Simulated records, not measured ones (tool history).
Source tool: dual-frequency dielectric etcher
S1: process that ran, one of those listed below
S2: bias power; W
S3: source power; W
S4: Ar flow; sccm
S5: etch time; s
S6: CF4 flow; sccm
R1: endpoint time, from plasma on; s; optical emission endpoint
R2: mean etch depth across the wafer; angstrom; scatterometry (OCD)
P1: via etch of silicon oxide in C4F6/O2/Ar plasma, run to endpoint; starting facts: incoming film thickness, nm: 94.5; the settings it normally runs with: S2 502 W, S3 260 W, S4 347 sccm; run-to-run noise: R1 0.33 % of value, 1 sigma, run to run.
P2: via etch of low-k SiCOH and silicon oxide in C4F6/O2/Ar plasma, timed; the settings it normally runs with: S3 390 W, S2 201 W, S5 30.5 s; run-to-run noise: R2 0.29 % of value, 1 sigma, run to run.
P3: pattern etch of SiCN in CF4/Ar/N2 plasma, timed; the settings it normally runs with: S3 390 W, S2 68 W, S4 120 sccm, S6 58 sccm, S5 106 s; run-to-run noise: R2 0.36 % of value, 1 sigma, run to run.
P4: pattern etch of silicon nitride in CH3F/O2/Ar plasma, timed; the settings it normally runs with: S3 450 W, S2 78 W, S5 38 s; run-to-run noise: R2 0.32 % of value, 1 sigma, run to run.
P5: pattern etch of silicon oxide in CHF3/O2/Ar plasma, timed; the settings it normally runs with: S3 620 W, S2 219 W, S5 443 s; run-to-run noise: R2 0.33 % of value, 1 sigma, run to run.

{"run": 1, "hour": 8.2, "S1": "P1", "S2": 502, "S3": 260, "S4": 347, "R1": 24.708}
{"run": 2, "hour": 18.8, "S1": "P2", "S2": 201, "S3": 390, "S5": 30.5, "R2": 764.77}
{"run": 3, "hour": 29.8, "S1": "P1", "S2": 502, "S3": 190, "S4": 213, "R1": 26.511}
{"run": 4, "hour": 39.2, "S1": "P4", "S2": 110, "S3": 450, "S5": 38, "R2": 329.05}
{"run": 5, "hour": 48.1, "S1": "P2", "S2": 154, "S3": 390, "S5": 30.5, "R2": 702.66}
{"run": 6, "hour": 53.8, "S1": "P1", "S2": 502, "S3": 260, "S4": 347, "R1": 24.846}
{"run": 7, "hour": 60.0, "S1": "P1", "S2": 628, "S3": 260, "S4": 347, "R1": 22.616}
{"run": 8, "hour": 71.4, "S1": "P1", "S2": 309, "S3": 260, "S4": 441, "R1": 30.406}
{"run": 9, "hour": 79.6, "S1": "P2", "S2": 201, "S3": 530, "S5": 30.5, "R2": 859.44}
{"run": 10, "hour": 89.2, "S1": "P3", "S2": 94, "S3": 390, "S4": 120, "S5": 106, "S6": 58, "R2": 857.36}
{"run": 11, "hour": 98.1, "S1": "P1", "S2": 502, "S3": 260, "S4": 347, "R1": 24.641}
{"run": 12, "hour": 103.3, "S1": "P5", "S2": 219, "S3": 620, "S5": 443, "R2": 9508.4}
{"run": 13, "hour": 109.2, "S1": "P1", "S2": 502, "S3": 260, "S4": 347, "R1": 24.794}
{"run": 14, "hour": 117.4, "S1": "P1", "S2": 502, "S3": 200, "S4": 347, "R1": 27.425}
{"run": 15, "hour": 128.7, "S1": "P3", "S2": 68, "S3": 310, "S4": 120, "S5": 106, "S6": 58, "R2": 622.99}
{"run": 16, "hour": 137.9, "S1": "P1", "S2": 502, "S3": 260, "S4": 261, "R1": 24.15}
{"run": 17, "hour": 145.7, "S1": "P1", "S2": 502, "S3": 330, "S4": 347, "R1": 22.669}
{"run": 18, "hour": 156.5, "S1": "P1", "S2": 502, "S3": 260, "S4": 463, "R1": 25.48}
{"run": 19, "hour": 167.0, "S1": "P3", "S2": 68, "S3": 390, "S4": 120, "S5": 106, "S6": 58, "R2": 754.92}
{"run": 20, "hour": 178.2, "S1": "P4", "S2": 78, "S3": 450, "S5": 38, "R2": 293.22}
{"run": 21, "hour": 188.9, "S1": "P4", "S2": 78, "S3": 450, "S5": 38, "R2": 291.26}
{"run": 22, "hour": 196.4, "S1": "P1", "S2": 336, "S3": 260, "S4": 347, "R1": 28.928}
{"run": 23, "hour": 206.5, "S1": "P2", "S2": 201, "S3": 390, "S5": 23.5, "R2": 589.33}
{"run": 24, "hour": 217.0, "S1": "P4", "S2": 78, "S3": 450, "S5": 55, "R2": 422.06}
{"run": 25, "hour": 228.5, "S1": "P5", "S2": 158, "S3": 620, "S5": 443, "R2": 8504.4}
{"run": 26, "hour": 238.2, "S1": "P5", "S2": 219, "S3": 620, "S5": 443, "R2": 9504.3}
{"run": 27, "hour": 244.2, "S1": "P3", "S2": 68, "S3": 390, "S4": 120, "S5": 106, "S6": 45, "R2": 730.15}
{"run": 28, "hour": 255.7, "S1": "P3", "S2": 68, "S3": 390, "S4": 70, "S5": 106, "S6": 58, "R2": 819.32}
{"run": 29, "hour": 262.9, "S1": "P5", "S2": 219, "S3": 620, "S5": 243.5, "R2": 5242.7}
{"run": 30, "hour": 270.5, "S1": "P3", "S2": 68, "S3": 390, "S4": 120, "S5": 137, "S6": 58, "R2": 984.6}
{"run": 31, "hour": 280.0, "S1": "P4", "S2": 78, "S3": 600, "S5": 38, "R2": 326.06}
{"run": 32, "hour": 290.4, "S1": "P5", "S2": 219, "S3": 400, "S5": 443, "R2": 8083.8}
{"run": 33, "hour": 298.8, "S1": "P1", "S2": 502, "S3": 260, "S4": 347, "R1": 24.862}
{"run": 34, "hour": 308.8, "S1": "P1", "S2": 502, "S3": 260, "S4": 347, "R1": 24.992}
{"run": 35, "hour": 317.0, "S1": "P1", "S2": 502, "S3": 260, "S4": 347, "R1": 24.93}
{"hour": 324.9, "done": "Ar flow controller replaced"}
{"run": 36, "hour": 325.2, "S1": "P1", "S2": 502, "S3": 260, "S4": 347, "R1": 25.047}
{"run": 37, "hour": 332.3, "S1": "P1", "S2": 502, "S3": 260, "S4": 347, "R1": 25.263}
{"run": 38, "hour": 338.0, "S1": "P1", "S2": 502, "S3": 260, "S4": 347, "R1": 25.18}
{"run": 39, "hour": 347.9, "S1": "P1", "S2": 502, "S3": 260, "S4": 347, "R1": 25.148}
{"hour": 348.9, "done": "wet clean of the chamber"}
{"run": 40, "hour": 354.5, "S1": "P1", "S2": 502, "S3": 260, "S4": 347, "R1": 25.207}
{"run": 41, "hour": 360.2, "S1": "P1", "S2": 502, "S3": 260, "S4": 347, "R1": 25.122}
{"run": 42, "hour": 367.4, "S1": "P1", "S2": 502, "S3": 260, "S4": 347, "R1": 25.025}
{"run": 43, "hour": 372.5, "S1": "P1", "S2": 502, "S3": 260, "S4": 347, "R1": 25.12}

Something has made what P1 gives creep away from where it was; the 2 causes below, each at its own stated size, fit the log equally well:
A: bias power that arrives under what is set, % = 4.29
B: source power that arrives under what is set, % = 4.46
The creep began at about hour 298.8.
Every other cause this tool's parts could produce, and why it does not fit the log:
chamber walls in a state that lowers the etch rate, %: its service at hour 348.9 followed the start of the drift and did not put the process back to its old value
Ar flow that arrives over what is set, %: its service at hour 324.9 followed the start of the drift and did not put the process back to its old value

The 4 check runs listed below each average the results of 2 wafers, and their outcomes are marked with question marks. Under which run would the listed causes produce clearly different results?
{"run": "check 1", "hour": 377.6, "S1": "P4", "S2": 102, "S3": 450, "S5": 38, "R2": "?"}
{"run": "check 2", "hour": 377.6, "S1": "P2", "S2": 155, "S3": 450, "S5": 30.5, "R2": "?"}
{"run": "check 3", "hour": 377.6, "S1": "P3", "S2": 68, "S3": 310, "S4": 120, "S5": 106, "S6": 58, "R2": "?"}
{"run": "check 4", "hour": 377.6, "S1": "P5", "S2": 181, "S3": 620, "S5": 259.5, "R2": "?"}

Outcome of each check run for each possible cause:
check=check_1 result=R2 if_A=315.81 if_B=315.48
check=check_2 result=R2 if_A=733.37 if_B=729.88
check=check_3 result=R2 if_A=611.67 if_B=597.52
check=check_4 result=R2 if_A=5136 if_B=5121.7
Smallest distance between any two causes, each pair judged by its most separating result, in per cent: check 1 0.1 %; check 2 0.48 %; check 3 2.34 %; check 4 0.28 %
Check 3 tells the causes apart: in the others they would give nearly the same result.

After running check 3, the following was obtained: R2 599.49 angstrom. Which cause does this point to?

Of the candidate causes, it is B: source power that arrives under what is set, %.
